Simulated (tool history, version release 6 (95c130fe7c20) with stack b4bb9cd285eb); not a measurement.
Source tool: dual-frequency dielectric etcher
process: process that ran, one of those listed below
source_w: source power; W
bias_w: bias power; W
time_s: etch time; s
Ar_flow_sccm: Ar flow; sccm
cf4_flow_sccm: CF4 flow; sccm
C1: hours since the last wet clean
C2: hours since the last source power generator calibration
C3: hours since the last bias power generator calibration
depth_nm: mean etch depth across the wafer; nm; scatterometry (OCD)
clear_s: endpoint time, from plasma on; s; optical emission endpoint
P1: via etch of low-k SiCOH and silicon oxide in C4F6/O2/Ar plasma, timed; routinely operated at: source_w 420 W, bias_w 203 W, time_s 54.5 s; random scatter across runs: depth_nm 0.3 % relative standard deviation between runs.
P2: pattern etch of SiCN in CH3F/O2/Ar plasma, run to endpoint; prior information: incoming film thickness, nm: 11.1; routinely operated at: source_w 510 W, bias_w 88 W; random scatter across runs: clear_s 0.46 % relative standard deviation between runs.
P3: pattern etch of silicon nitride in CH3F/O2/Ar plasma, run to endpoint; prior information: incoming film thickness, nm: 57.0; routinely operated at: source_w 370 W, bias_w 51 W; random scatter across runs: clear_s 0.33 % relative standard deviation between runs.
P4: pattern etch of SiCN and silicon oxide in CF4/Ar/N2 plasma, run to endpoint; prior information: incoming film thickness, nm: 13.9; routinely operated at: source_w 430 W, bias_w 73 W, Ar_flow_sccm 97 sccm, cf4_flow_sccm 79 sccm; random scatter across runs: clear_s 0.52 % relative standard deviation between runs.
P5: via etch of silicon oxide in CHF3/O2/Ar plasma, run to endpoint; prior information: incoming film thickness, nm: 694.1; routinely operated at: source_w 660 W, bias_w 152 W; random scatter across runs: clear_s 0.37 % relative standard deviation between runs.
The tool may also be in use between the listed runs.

Run 1, hour 4.2: process P1, source_w 420 W, bias_w 203 W, time_s 54.5 s; C1 331; C2 3797.4; C3 2796. Result: depth_nm 165.01 nm.
Run 2, hour 8.8: process P2, source_w 510 W, bias_w 88 W; C1 335.6; C2 3802; C3 2800.6. Result: clear_s 24.992 s.
Run 3, hour 12.6: process P2, source_w 510 W, bias_w 53 W; C1 339.4; C2 3805.8; C3 2804.4. Result: clear_s 30.143 s.
Run 4, hour 15.8: process P1, source_w 420 W, bias_w 203 W, time_s 54.5 s; C1 342.6; C2 3809; C3 2807.6. Result: depth_nm 164.82 nm.
Run 5, hour 18.7: process P1, source_w 420 W, bias_w 203 W, time_s 54.5 s; C1 345.5; C2 3811.9; C3 2810.5. Result: depth_nm 165.53 nm.
Run 6, hour 20.9: process P1, source_w 540 W, bias_w 151 W, time_s 54.5 s; C1 347.7; C2 3814.1; C3 2812.7. Result: depth_nm 166.17 nm.
At hour 24.4: bias power generator calibrated.
Run 7, hour 24.9: process P1, source_w 420 W, bias_w 203 W, time_s 54.5 s; C1 351.7; C2 3818.1; C3 0.6. Result: depth_nm 164.56 nm.
Run 8, hour 28.4: process P4, source_w 430 W, bias_w 73 W, Ar_flow_sccm 121 sccm, cf4_flow_sccm 79 sccm; C1 355.2; C2 3821.6; C3 4.1. Result: clear_s 17.158 s.
Run 9, hour 32.7: process P1, source_w 530 W, bias_w 203 W, time_s 54.5 s; C1 359.5; C2 3825.9; C3 8.4. Result: depth_nm 181.35 nm.
Run 10, hour 35.8: process P1, source_w 420 W, bias_w 203 W, time_s 30 s; C1 362.6; C2 3829; C3 11.5. Result: depth_nm 91.002 nm.
Run 11, hour 39.4: process P1, source_w 420 W, bias_w 203 W, time_s 54.5 s; C1 366.2; C2 3832.6; C3 15.1. Result: depth_nm 165.23 nm.
Run 12, hour 41.6: process P3, source_w 370 W, bias_w 51 W; C1 368.4; C2 3834.8; C3 17.3. Result: clear_s 97.064 s.
Run 13, hour 44: process P3, source_w 250 W, bias_w 51 W; C1 370.8; C2 3837.2; C3 19.7. Result: clear_s 112.91 s.
Run 14, hour 47.4: process P1, source_w 420 W, bias_w 203 W, time_s 54.5 s; C1 374.2; C2 3840.6; C3 23.1. Result: depth_nm 164.86 nm.
At hour 48.4: source power generator calibrated.
Run 15, hour 49.4: process P5, source_w 660 W, bias_w 152 W; C1 376.2; C2 1; C3 25.1. Result: clear_s 349.78 s.
Run 16, hour 52: process P3, source_w 370 W, bias_w 72 W; C1 378.8; C2 3.6; C3 27.7. Result: clear_s 86.848 s.
Run 17, hour 55.9: process P4, source_w 430 W, bias_w 44 W, Ar_flow_sccm 97 sccm, cf4_flow_sccm 79 sccm; C1 382.7; C2 7.5; C3 31.6. Result: clear_s 19.672 s.
Run 18, hour 58.3: process P1, source_w 420 W, bias_w 279 W, time_s 54.5 s; C1 385.1; C2 9.9; C3 34. Result: depth_nm 184.09 nm.
Run 19, hour 62: process P5, source_w 520 W, bias_w 152 W; C1 388.8; C2 13.6; C3 37.7. Result: clear_s 385.89 s.
Run 20, hour 64.1: process P4, source_w 250 W, bias_w 73 W, Ar_flow_sccm 97 sccm, cf4_flow_sccm 79 sccm; C1 390.9; C2 15.7; C3 39.8. Result: clear_s 26.672 s.
Run 21, hour 67.6: process P2, source_w 330 W, bias_w 88 W; C1 394.4; C2 19.2; C3 43.3. Result: clear_s 29.525 s.
Run 22, hour 71.3: process P5, source_w 660 W, bias_w 212 W; C1 398.1; C2 22.9; C3 47. Result: clear_s 312.37 s.
Run 23, hour 75.1: process P4, source_w 430 W, bias_w 73 W, Ar_flow_sccm 97 sccm, cf4_flow_sccm 79 sccm; C1 401.9; C2 26.7; C3 50.8. Result: clear_s 16.541 s.
Run 24, hour 77.6: process P4, source_w 430 W, bias_w 73 W, Ar_flow_sccm 97 sccm, cf4_flow_sccm 109 sccm; C1 404.4; C2 29.2; C3 53.3. Result: clear_s 15.982 s.
Run 25, hour 81.5: process P1, source_w 250 W, bias_w 203 W, time_s 54.5 s; C1 408.3; C2 33.1; C3 57.2. Result: depth_nm 135.56 nm.
Run 26, hour 84.8: process P1, source_w 420 W, bias_w 203 W, time_s 71.5 s; C1 411.6; C2 36.4; C3 60.5. Result: depth_nm 217.02 nm.
Run 27, hour 87.6: process P1, source_w 420 W, bias_w 156 W, time_s 54.5 s; C1 414.4; C2 39.2; C3 63.3. Result: depth_nm 152.17 nm.
Run 28, hour 91.2: process P1, source_w 420 W, bias_w 203 W, time_s 54.5 s; C1 418; C2 42.8; C3 66.9. Result: depth_nm 165.21 nm.
Run 29, hour 93.9: process P1, source_w 420 W, bias_w 203 W, time_s 54.5 s; C1 420.7; C2 45.5; C3 69.6. Result: depth_nm 166.52 nm.
Run 30, hour 98.3: process P1, source_w 420 W, bias_w 203 W, time_s 54.5 s; C1 425.1; C2 49.9; C3 74. Result: depth_nm 167.1 nm.
Run 31, hour 101.1: process P1, source_w 420 W, bias_w 203 W, time_s 54.5 s; C1 427.9; C2 52.7; C3 76.8. Result: depth_nm 166.9 nm.

Predict the results of run 32:
Run 32, hour 103.4: process P1, source_w 420 W, bias_w 203 W, time_s 54.5 s; C1 430.2; C2 55; C3 79.1. Result: depth_nm ?.

Run 32 measured depth_nm 167.56 nm.
